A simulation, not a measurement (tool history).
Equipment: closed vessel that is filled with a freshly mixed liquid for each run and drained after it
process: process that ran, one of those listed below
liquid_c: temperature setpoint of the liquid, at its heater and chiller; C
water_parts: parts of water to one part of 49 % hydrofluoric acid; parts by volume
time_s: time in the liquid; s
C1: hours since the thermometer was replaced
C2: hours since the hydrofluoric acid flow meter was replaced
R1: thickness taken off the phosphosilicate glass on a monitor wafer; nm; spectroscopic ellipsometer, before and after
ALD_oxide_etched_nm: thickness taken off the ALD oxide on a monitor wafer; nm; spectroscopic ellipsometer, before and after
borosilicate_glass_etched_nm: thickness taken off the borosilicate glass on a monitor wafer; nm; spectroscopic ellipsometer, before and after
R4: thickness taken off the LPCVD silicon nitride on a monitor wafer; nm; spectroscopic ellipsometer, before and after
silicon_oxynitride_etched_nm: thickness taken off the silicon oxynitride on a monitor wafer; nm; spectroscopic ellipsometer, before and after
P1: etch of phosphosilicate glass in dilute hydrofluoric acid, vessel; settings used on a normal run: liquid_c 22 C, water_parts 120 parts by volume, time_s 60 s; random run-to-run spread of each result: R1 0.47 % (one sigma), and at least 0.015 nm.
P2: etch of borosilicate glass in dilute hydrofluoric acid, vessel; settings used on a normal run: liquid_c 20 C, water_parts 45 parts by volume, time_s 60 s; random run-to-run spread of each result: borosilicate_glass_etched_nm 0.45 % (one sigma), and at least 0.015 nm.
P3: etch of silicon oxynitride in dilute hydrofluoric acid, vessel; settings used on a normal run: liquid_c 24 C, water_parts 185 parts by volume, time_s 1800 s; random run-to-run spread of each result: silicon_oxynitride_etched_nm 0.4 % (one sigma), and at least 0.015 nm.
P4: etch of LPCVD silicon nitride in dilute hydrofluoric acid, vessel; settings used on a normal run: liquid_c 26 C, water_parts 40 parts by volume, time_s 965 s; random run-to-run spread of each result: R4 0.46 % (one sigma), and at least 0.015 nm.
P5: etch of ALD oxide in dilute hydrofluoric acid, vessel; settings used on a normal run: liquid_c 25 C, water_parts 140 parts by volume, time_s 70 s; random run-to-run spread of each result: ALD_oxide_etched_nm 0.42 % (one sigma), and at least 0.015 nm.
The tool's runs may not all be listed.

run 1 hour=11 | process=P1 liquid_c=22 water_parts=120 time_s=60 | C1=237.6 C2=966.9 | R1=39.359
run 2 hour=21.1 | process=P1 liquid_c=22 water_parts=120 time_s=60 | C1=247.7 C2=977 | R1=38.975
run 3 hour=27.3 | process=P5 liquid_c=25 water_parts=55 time_s=70 | C1=253.9 C2=983.2 | ALD_oxide_etched_nm=29.727
run 4 hour=36.7 | process=P2 liquid_c=20 water_parts=45 time_s=30 | C1=263.3 C2=992.6 | borosilicate_glass_etched_nm=19.176
run 5 hour=42.3 | process=P4 liquid_c=26 water_parts=40 time_s=30 | C1=268.9 C2=998.2 | R4=0.40932
run 6 hour=47.4 | process=P1 liquid_c=22 water_parts=120 time_s=60 | C1=274 C2=1003.3 | R1=39.249
run 7 hour=56.3 | process=P3 liquid_c=24 water_parts=250 time_s=1800 | C1=282.9 C2=1012.2 | silicon_oxynitride_etched_nm=17.577
run 8 hour=66.2 | process=P3 liquid_c=24 water_parts=185 time_s=1800 | C1=292.8 C2=1022.1 | silicon_oxynitride_etched_nm=25.121
run 9 hour=74.7 | process=P4 liquid_c=20.5 water_parts=40 time_s=965 | C1=301.3 C2=1030.6 | R4=8.7906
run 10 hour=83.5 | process=P5 liquid_c=20 water_parts=140 time_s=70 | C1=310.1 C2=1039.4 | ALD_oxide_etched_nm=8.6638
run 11 hour=92.3 | process=P1 liquid_c=22 water_parts=120 time_s=60 | C1=318.9 C2=1048.2 | R1=39.604
run 12 hour=102.5 | process=P1 liquid_c=22 water_parts=65 time_s=60 | C1=329.1 C2=1058.4 | R1=77.41
run 13 hour=114 | process=P5 liquid_c=25 water_parts=140 time_s=30 | C1=340.6 C2=1069.9 | ALD_oxide_etched_nm=4.5272
run 14 hour=124.6 | process=P1 liquid_c=22 water_parts=120 time_s=30 | C1=351.2 C2=1080.5 | R1=19.876
run 15 hour=131.3 | process=P1 liquid_c=22 water_parts=120 time_s=115 | C1=357.9 C2=1087.2 | R1=75.615
run 16 hour=139.5 | process=P4 liquid_c=26 water_parts=40 time_s=965 | C1=366.1 C2=1095.4 | R4=12.718
run 17 hour=148.8 | process=P4 liquid_c=26 water_parts=70 time_s=965 | C1=375.4 C2=1104.7 | R4=7.2845
run 18 hour=156.8 | process=P1 liquid_c=17.5 water_parts=120 time_s=60 | C1=383.4 C2=1112.7 | R1=33.012
run 19 hour=168 | process=P5 liquid_c=25 water_parts=140 time_s=70 | C1=394.6 C2=1123.9 | ALD_oxide_etched_nm=10.562
run 20 hour=173.8 | process=P2 liquid_c=20 water_parts=65 time_s=60 | C1=400.4 C2=1129.7 | borosilicate_glass_etched_nm=26.193
-- hour=178.1 thermometer replaced
run 21 hour=180.7 | process=P1 liquid_c=22 water_parts=45 time_s=85 | C1=2.6 C2=1136.6 | R1=163.52
run 22 hour=192.1 | process=P1 liquid_c=30 water_parts=120 time_s=60 | C1=14 C2=1148 | R1=53.565
run 23 hour=199.4 | process=P1 liquid_c=22 water_parts=195 time_s=95 | C1=21.3 C2=1155.3 | R1=35.496
run 24 hour=208.8 | process=P3 liquid_c=31 water_parts=185 time_s=1800 | C1=30.7 C2=1164.7 | silicon_oxynitride_etched_nm=33.822
run 25 hour=216.7 | process=P1 liquid_c=22 water_parts=220 time_s=60 | C1=38.6 C2=1172.6 | R1=19.278
run 26 hour=225.6 | process=P2 liquid_c=17 water_parts=45 time_s=60 | C1=47.5 C2=1181.5 | borosilicate_glass_etched_nm=33.935
run 27 hour=231.2 | process=P1 liquid_c=22 water_parts=120 time_s=60 | C1=53.1 C2=1187.1 | R1=39.327

What does the tool deliver on the next run?
run 28 hour=242.3 | process=P2 liquid_c=20 water_parts=45 time_s=60 | C1=64.2 C2=1198.2 | borosilicate_glass_etched_nm=?

{"run 28": {"borosilicate_glass_etched_nm": 38.375}}
